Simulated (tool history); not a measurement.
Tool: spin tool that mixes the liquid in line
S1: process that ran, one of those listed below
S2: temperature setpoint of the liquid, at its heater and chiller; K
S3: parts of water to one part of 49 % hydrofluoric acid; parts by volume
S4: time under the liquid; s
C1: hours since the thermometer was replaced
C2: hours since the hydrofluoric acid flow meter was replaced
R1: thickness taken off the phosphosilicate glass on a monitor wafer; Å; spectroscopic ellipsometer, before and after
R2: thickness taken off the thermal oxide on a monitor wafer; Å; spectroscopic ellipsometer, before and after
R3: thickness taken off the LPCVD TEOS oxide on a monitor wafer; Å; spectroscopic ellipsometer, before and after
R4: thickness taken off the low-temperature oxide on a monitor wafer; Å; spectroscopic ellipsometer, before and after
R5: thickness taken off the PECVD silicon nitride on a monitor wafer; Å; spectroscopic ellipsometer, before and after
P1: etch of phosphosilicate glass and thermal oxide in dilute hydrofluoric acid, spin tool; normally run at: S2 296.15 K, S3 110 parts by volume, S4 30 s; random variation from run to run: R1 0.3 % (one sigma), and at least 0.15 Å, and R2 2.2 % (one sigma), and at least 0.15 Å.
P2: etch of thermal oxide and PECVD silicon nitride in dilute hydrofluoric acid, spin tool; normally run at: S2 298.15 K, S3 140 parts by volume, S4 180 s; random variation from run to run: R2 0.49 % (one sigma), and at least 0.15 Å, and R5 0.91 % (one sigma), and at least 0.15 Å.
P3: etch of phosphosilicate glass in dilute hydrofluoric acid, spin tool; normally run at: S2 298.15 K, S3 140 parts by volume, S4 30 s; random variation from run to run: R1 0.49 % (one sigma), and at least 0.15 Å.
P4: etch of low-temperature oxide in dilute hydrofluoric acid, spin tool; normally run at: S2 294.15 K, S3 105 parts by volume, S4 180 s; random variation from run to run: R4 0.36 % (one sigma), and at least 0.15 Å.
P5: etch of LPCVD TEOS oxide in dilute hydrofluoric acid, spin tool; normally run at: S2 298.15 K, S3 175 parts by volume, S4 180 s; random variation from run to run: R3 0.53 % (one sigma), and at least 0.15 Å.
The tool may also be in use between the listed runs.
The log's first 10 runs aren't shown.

run 11 day=3.492 | S1=P2 S2=298.15 S3=250 S4=180 | C1=222.5 C2=1323.2 | R2=30.1820 R5=13.269
run 12 day=3.762 | S1=P4 S2=294.15 S3=105 S4=280 | C1=229.0 C2=1329.7 | R4=297.15
run 13 day=4.138 | S1=P1 S2=296.15 S3=110 S4=30 | C1=238.0 C2=1338.7 | R1=275.99 R2=11.9720
run 14 day=4.496 | S1=P1 S2=296.15 S3=110 S4=30 | C1=246.6 C2=1347.3 | R1=276.70 R2=11.5790
run 15 day=4.821 | S1=P1 S2=290.15 S3=110 S4=50 | C1=254.4 C2=1355.1 | R1=359.74 R2=15.9120
run 16 day=5.108 | S1=P5 S2=298.15 S3=75 S4=180 | C1=261.3 C2=1362.0 | R3=1004.10
run 17 day=5.517 | S1=P1 S2=296.15 S3=155 S4=30 | C1=271.1 C2=1371.8 | R1=185.97 R2=8.2399
run 18 day=5.933 | S1=P3 S2=305.15 S3=140 S4=30 | C1=281.1 C2=1381.8 | R1=430.11
run 19 day=6.292 | S1=P1 S2=299.65 S3=110 S4=15 | C1=289.7 C2=1390.4 | R1=158.28 R2=6.8812
run 20 day=6.675 | S1=P2 S2=302.15 S3=140 S4=180 | C1=298.9 C2=1399.6 | R2=71.1600 R5=30.655
-- day=6.788 thermometer replaced
run 21 day=6.879 | S1=P1 S2=296.15 S3=110 S4=30 | C1=2.2 C2=1404.5 | R1=275.30 R2=12.4470
run 22 day=7.108 | S1=P1 S2=296.15 S3=110 S4=65 | C1=7.7 C2=1410.0 | R1=598.92 R2=26.7790
run 23 day=7.471 | S1=P1 S2=303.15 S3=110 S4=30 | C1=16.4 C2=1418.7 | R1=362.73 R2=15.7290
run 24 day=7.779 | S1=P2 S2=298.15 S3=140 S4=180 | C1=23.8 C2=1426.1 | R2=61.2070 R5=23.525
run 25 day=8.154 | S1=P1 S2=290.15 S3=110 S4=15 | C1=32.8 C2=1435.1 | R1=108.03 R2=4.9440
run 26 day=8.417 | S1=P3 S2=298.15 S3=140 S4=15 | C1=39.1 C2=1441.4 | R1=168.36
run 27 day=8.738 | S1=P2 S2=298.15 S3=140 S4=180 | C1=46.8 C2=1449.1 | R2=61.9700 R5=23.638
run 28 day=9.092 | S1=P4 S2=290.15 S3=105 S4=180 | C1=55.3 C2=1457.6 | R4=164.39
run 29 day=9.388 | S1=P4 S2=294.15 S3=105 S4=180 | C1=62.4 C2=1464.7 | R4=193.02
run 30 day=9.625 | S1=P1 S2=296.15 S3=110 S4=30 | C1=68.1 C2=1470.4 | R1=276.09 R2=12.2320
run 31 day=10.054 | S1=P2 S2=298.15 S3=140 S4=15 | C1=78.4 C2=1480.7 | R2=5.0191 R5=1.641
run 32 day=10.371 | S1=P5 S2=298.15 S3=175 S4=180 | C1=86.0 C2=1488.3 | R3=385.63
run 33 day=10.592 | S1=P5 S2=302.15 S3=175 S4=180 | C1=91.3 C2=1493.6 | R3=445.70

The next listed run, before its measurement:
run 34 day=10.783 | S1=P1 S2=296.15 S3=110 S4=30 | C1=95.9 C2=1498.2 | R1=? R2=?

Run 34 gave R1 276.50 Å, R2 12.3430 Å.
